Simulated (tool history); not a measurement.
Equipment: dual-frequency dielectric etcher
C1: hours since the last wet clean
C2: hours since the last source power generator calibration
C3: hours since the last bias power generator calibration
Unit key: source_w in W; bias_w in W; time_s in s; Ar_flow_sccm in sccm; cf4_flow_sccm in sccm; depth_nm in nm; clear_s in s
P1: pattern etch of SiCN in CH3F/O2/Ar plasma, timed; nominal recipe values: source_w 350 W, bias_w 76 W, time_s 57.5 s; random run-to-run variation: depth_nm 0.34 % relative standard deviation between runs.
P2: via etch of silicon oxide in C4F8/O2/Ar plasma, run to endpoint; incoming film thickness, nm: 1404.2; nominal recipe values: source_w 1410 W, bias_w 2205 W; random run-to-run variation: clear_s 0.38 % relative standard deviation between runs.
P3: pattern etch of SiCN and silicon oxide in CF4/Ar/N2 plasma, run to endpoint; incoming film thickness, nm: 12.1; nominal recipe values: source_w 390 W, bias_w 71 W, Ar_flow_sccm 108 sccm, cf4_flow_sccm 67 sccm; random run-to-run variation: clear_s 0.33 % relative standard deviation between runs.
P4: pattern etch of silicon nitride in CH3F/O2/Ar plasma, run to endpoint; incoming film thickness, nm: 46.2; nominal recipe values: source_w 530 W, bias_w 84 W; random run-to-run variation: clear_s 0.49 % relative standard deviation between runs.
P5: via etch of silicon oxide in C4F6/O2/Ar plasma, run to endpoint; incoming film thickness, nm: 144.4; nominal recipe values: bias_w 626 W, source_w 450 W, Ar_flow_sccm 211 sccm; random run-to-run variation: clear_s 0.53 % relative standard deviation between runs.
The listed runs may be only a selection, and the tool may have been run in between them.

Run 1, hour 6.0: process P1, source_w 350 W, bias_w 76 W, time_s 57.5 s; C1 112.1; C2 1115.9; C3 891.5. Result: depth_nm 21.017 nm.
Run 2, hour 12.0: process P1, source_w 350 W, bias_w 76 W, time_s 57.5 s; C1 118.1; C2 1121.9; C3 897.5. Result: depth_nm 20.990 nm.
Run 3, hour 16.3: process P3, source_w 280 W, bias_w 71 W, Ar_flow_sccm 108 sccm, cf4_flow_sccm 67 sccm; C1 122.4; C2 1126.2; C3 901.8. Result: clear_s 22.654 s.
Run 4, hour 20.7: process P1, source_w 350 W, bias_w 76 W, time_s 57.5 s; C1 126.8; C2 1130.6; C3 906.2. Result: depth_nm 21.167 nm.
Run 5, hour 25.5: process P1, source_w 350 W, bias_w 76 W, time_s 43.5 s; C1 131.6; C2 1135.4; C3 911.0. Result: depth_nm 15.953 nm.
Run 6, hour 30.1: process P5, source_w 450 W, bias_w 626 W, Ar_flow_sccm 211 sccm; C1 136.2; C2 1140.0; C3 915.6. Result: clear_s 26.404 s.
At hour 31.8: source power generator calibrated.
Run 7, hour 34.3: process P5, source_w 450 W, bias_w 626 W, Ar_flow_sccm 296 sccm; C1 140.4; C2 2.6; C3 919.8. Result: clear_s 27.254 s.
At hour 36.8: wet clean of the chamber.
Run 8, hour 37.6: process P5, source_w 320 W, bias_w 626 W, Ar_flow_sccm 211 sccm; C1 0.9; C2 5.9; C3 923.1. Result: clear_s 29.842 s.
Run 9, hour 41.0: process P4, source_w 700 W, bias_w 84 W; C1 4.3; C2 9.3; C3 926.5. Result: clear_s 48.689 s.
Run 10, hour 43.7: process P1, source_w 350 W, bias_w 51 W, time_s 57.5 s; C1 7.0; C2 12.0; C3 929.2. Result: depth_nm 18.474 nm.
Run 11, hour 48.0: process P1, source_w 350 W, bias_w 76 W, time_s 80.5 s; C1 11.3; C2 16.3; C3 933.5. Result: depth_nm 29.685 nm.
Run 12, hour 52.0: process P2, source_w 1410 W, bias_w 2205 W; C1 15.3; C2 20.3; C3 937.5. Result: clear_s 315.310 s.
Run 13, hour 56.1: process P4, source_w 530 W, bias_w 84 W; C1 19.4; C2 24.4; C3 941.6. Result: clear_s 54.711 s.
Run 14, hour 59.3: process P4, source_w 530 W, bias_w 49 W; C1 22.6; C2 27.6; C3 944.8. Result: clear_s 65.192 s.
Run 15, hour 64.6: process P1, source_w 440 W, bias_w 76 W, time_s 57.5 s; C1 27.9; C2 32.9; C3 950.1. Result: depth_nm 22.936 nm.
Run 16, hour 70.1: process P1, source_w 250 W, bias_w 76 W, time_s 42.5 s; C1 33.4; C2 38.4; C3 955.6. Result: depth_nm 13.814 nm.
Run 17, hour 75.0: process P1, source_w 350 W, bias_w 63 W, time_s 70.5 s; C1 38.3; C2 43.3; C3 960.5. Result: depth_nm 24.225 nm.
Run 18, hour 80.5: process P3, source_w 390 W, bias_w 71 W, Ar_flow_sccm 108 sccm, cf4_flow_sccm 67 sccm; C1 43.8; C2 48.8; C3 966.0. Result: clear_s 16.863 s.
Run 19, hour 86.5: process P2, source_w 1410 W, bias_w 2205 W; C1 49.8; C2 54.8; C3 972.0. Result: clear_s 316.440 s.
Run 20, hour 91.6: process P1, source_w 230 W, bias_w 76 W, time_s 57.5 s; C1 54.9; C2 59.9; C3 977.1. Result: depth_nm 17.971 nm.
Run 21, hour 94.2: process P3, source_w 390 W, bias_w 71 W, Ar_flow_sccm 108 sccm, cf4_flow_sccm 40 sccm; C1 57.5; C2 62.5; C3 979.7. Result: clear_s 18.483 s.
Run 22, hour 99.2: process P3, source_w 390 W, bias_w 71 W, Ar_flow_sccm 63 sccm, cf4_flow_sccm 67 sccm; C1 62.5; C2 67.5; C3 984.7. Result: clear_s 15.566 s.

Predict the results of run 23:
Run 23, hour 104.0: process P1, source_w 350 W, bias_w 76 W, time_s 57.5 s; C1 67.3; C2 72.3; C3 989.5. Result: depth_nm ?.

Run 23 measured depth_nm 21.087 nm.

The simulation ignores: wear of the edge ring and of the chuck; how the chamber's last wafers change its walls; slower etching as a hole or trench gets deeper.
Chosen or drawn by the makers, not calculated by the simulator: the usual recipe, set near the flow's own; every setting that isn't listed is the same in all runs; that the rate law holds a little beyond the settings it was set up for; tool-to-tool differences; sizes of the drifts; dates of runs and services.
